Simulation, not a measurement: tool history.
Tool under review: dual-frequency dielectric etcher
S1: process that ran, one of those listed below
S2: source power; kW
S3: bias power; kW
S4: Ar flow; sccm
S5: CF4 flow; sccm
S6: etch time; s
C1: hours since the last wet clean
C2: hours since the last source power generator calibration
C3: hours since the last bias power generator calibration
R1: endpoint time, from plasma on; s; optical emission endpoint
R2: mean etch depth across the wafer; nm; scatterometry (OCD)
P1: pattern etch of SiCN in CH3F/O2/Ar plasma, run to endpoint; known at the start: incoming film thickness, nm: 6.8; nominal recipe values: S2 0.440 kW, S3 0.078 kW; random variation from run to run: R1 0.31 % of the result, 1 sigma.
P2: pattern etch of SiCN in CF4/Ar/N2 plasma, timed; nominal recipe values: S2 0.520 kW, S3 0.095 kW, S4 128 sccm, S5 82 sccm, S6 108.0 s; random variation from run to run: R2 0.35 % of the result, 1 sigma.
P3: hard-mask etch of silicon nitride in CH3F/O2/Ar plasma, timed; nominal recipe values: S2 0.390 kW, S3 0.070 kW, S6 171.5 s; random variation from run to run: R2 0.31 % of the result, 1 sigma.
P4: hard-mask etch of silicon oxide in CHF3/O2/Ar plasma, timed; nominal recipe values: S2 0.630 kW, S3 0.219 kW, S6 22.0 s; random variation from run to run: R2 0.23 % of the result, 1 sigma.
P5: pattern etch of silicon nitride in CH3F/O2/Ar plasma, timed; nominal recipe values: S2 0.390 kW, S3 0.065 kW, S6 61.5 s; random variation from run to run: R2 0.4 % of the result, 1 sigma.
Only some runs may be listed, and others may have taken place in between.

run 1 hour=13.0 | S1=P1 S2=0.440 S3=0.078 | C1=181.4 C2=2160.0 C3=1088.6 | R1=16.787
run 2 hour=21.1 | S1=P1 S2=0.440 S3=0.078 | C1=189.5 C2=2168.1 C3=1096.7 | R1=16.721
run 3 hour=34.6 | S1=P1 S2=0.520 S3=0.103 | C1=203.0 C2=2181.6 C3=1110.2 | R1=14.257
run 4 hour=42.5 | S1=P2 S2=0.520 S3=0.095 S4=128 S5=82 S6=108.0 | C1=210.9 C2=2189.5 C3=1118.1 | R2=117.700
run 5 hour=55.8 | S1=P4 S2=0.630 S3=0.219 S6=13.5 | C1=224.2 C2=2202.8 C3=1131.4 | R2=29.527
run 6 hour=62.6 | S1=P1 S2=0.440 S3=0.078 | C1=231.0 C2=2209.6 C3=1138.2 | R1=16.741
run 7 hour=71.9 | S1=P3 S2=0.390 S3=0.070 S6=232.0 | C1=240.3 C2=2218.9 C3=1147.5 | R2=159.250
run 8 hour=80.0 | S1=P2 S2=0.520 S3=0.076 S4=128 S5=82 S6=108.0 | C1=248.4 C2=2227.0 C3=1155.6 | R2=108.790
run 9 hour=90.5 | S1=P5 S2=0.390 S3=0.042 S6=61.5 | C1=258.9 C2=2237.5 C3=1166.1 | R2=36.089
run 10 hour=100.1 | S1=P5 S2=0.390 S3=0.065 S6=39.0 | C1=268.5 C2=2247.1 C3=1175.7 | R2=26.240
run 11 hour=113.9 | S1=P5 S2=0.390 S3=0.065 S6=61.5 | C1=282.3 C2=2260.9 C3=1189.5 | R2=41.383
run 12 hour=122.3 | S1=P1 S2=0.560 S3=0.078 | C1=290.7 C2=2269.3 C3=1197.9 | R1=15.273
run 13 hour=128.7 | S1=P4 S2=0.380 S3=0.219 S6=22.0 | C1=297.1 C2=2275.7 C3=1204.3 | R2=39.914
run 14 hour=142.3 | S1=P1 S2=0.440 S3=0.058 | C1=310.7 C2=2289.3 C3=1217.9 | R1=18.497
run 15 hour=151.8 | S1=P1 S2=0.440 S3=0.097 | C1=320.2 C2=2298.8 C3=1227.4 | R1=15.400
run 16 hour=160.8 | S1=P4 S2=0.630 S3=0.131 S6=22.0 | C1=329.2 C2=2307.8 C3=1236.4 | R2=40.874
run 17 hour=172.9 | S1=P3 S2=0.270 S3=0.070 S6=171.5 | C1=341.3 C2=2319.9 C3=1248.5 | R2=101.600
run 18 hour=180.9 | S1=P1 S2=0.270 S3=0.078 | C1=349.3 C2=2327.9 C3=1256.5 | R1=20.051
run 19 hour=193.5 | S1=P2 S2=0.520 S3=0.095 S4=128 S5=62 S6=108.0 | C1=361.9 C2=2340.5 C3=1269.1 | R2=112.590
run 20 hour=206.1 | S1=P2 S2=0.520 S3=0.095 S4=161 S5=82 S6=108.0 | C1=374.5 C2=2353.1 C3=1281.7 | R2=113.780
run 21 hour=219.0 | S1=P1 S2=0.440 S3=0.078 | C1=387.4 C2=2366.0 C3=1294.6 | R1=16.654
run 22 hour=230.0 | S1=P2 S2=0.340 S3=0.095 S4=128 S5=82 S6=108.0 | C1=398.4 C2=2377.0 C3=1305.6 | R2=82.087

Run 23 has not been measured yet. What should we expect?
run 23 hour=238.0 | S1=P3 S2=0.390 S3=0.070 S6=171.5 | C1=406.4 C2=2385.0 C3=1313.6 | R2=?

{"run 23": {"R2": 117.92}}

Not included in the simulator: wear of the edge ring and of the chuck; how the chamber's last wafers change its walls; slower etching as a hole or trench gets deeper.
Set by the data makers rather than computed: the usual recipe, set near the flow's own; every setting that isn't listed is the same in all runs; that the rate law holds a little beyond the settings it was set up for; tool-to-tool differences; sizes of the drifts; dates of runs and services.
